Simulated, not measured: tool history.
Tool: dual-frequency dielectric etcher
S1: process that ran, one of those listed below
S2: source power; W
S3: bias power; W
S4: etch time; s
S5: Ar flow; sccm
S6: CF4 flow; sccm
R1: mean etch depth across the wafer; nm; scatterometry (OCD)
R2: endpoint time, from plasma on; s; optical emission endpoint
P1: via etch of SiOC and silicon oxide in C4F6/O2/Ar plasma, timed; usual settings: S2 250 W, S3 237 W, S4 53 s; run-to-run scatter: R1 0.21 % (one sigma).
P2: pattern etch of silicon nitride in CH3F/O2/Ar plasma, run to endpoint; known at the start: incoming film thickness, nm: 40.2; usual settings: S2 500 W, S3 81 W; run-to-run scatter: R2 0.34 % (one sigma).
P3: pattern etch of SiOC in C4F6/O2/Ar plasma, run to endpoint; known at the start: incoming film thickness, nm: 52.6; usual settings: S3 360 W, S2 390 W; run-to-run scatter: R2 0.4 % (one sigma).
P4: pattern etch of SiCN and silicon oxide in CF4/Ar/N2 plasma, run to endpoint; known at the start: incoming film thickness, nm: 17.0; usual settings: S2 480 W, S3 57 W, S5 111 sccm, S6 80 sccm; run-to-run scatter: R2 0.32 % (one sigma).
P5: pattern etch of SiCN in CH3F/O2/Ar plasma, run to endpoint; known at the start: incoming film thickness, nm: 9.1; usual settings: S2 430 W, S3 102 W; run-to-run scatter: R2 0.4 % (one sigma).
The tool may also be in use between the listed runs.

run,hour,S1,S2,S3,S4,S5,S6,R1,R2
1,4.9,P1,250,237,53,,,55.385,
2,9.7,P1,250,324,71,,,82.569,
3,12.9,P5,430,126,,,,,19.222
4,15.8,P2,500,51,,,,,60.813
5,21,P1,250,237,53,,,55.33,
6,26.4,P1,190,237,53,,,50.026,
7,30,P3,390,456,,,,,18.271
8,34.5,P4,480,57,,111,113,,18.928
9,39.3,P3,390,360,,,,,19.882
10,42.3,P4,480,57,,64,80,,18.397
11,47.7,P1,250,237,73.5,,,76.775,
12,53,P1,250,237,53,,,55.184,
13,58.4,P2,500,81,,,,,52.416
14,63.8,P4,650,57,,111,80,,15.26
15,66.9,P1,250,194,53,,,51.586,
16,70.8,P5,530,102,,,,,19.24
17,73.3,P4,480,57,,111,80,,19.951
18,77,P1,310,237,53,,,60.024,
19,80.9,P4,480,57,,111,80,,19.929
20,84.1,P1,250,292,53,,,59.508,
21,88.8,P5,430,102,,,,,20.725
22,92.2,P1,250,237,53,,,55.355,
23,95.4,P1,250,237,29,,,30.235,
24,99.1,P1,250,237,53,,,55.251,
25,102.8,P3,480,360,,,,,18.384
26,106.9,P1,250,237,53,,,55.395,
27,109.4,P1,250,237,53,,,55.221,
28,113.9,P4,480,34,,111,80,,23.26
29,117.5,P2,630,81,,,,,47.696
30,121.2,P1,250,237,53,,,55.475,
31,126,P1,250,237,53,,,55.746,
32,131.1,P1,250,237,53,,,55.832,
33,134.2,P1,250,237,53,,,56.097,
# hour 136.8: wet clean of the chamber
34,138.2,P1,250,237,53,,,56.13,
35,143.4,P1,250,237,53,,,56.269,
36,146,P1,250,237,53,,,55.961,
37,150.2,P1,250,237,53,,,55.968,
38,153.6,P1,250,237,53,,,56.143,

What P1 gives has crept away from where it was. These 2 causes fit the log equally well, each at the size given:
A: source power that arrives over what is set, % = 4.23
B: bias power that arrives over what is set, % = 4.56
The creep began at about hour 121.2.
Why every other cause is out:
chamber walls in a state that raises the etch rate, %: serviced at hour 136.8, which brought nothing back

4 check runs are offered, one wafer each, their results left as question marks. Which one tells the causes apart?
check 1,157,P5,430,102,,,,,?
check 2,157,P4,480,57,,111,80,,?
check 3,157,P2,500,81,,,,,?
check 4,157,P3,390,360,,,,,?

What each check would give under each cause:
check,result,if A,if B
check 1,R2,20.475,20.443
check 2,R2,19.249,19.69
check 3,R2,51.341,51.351
check 4,R2,19.619,19.612
How far apart the two closest causes lie, in the result that separates them most: check 1 0.16 %; check 2 2.27 %; check 3 0.02 %; check 4 0.04 %
Only check 2 tells the causes apart: in the others they would give nearly the same result.

Check 2 was then run and gave: R2 19.694 s. Which cause is it?

It is B: bias power that arrives over what is set, %.
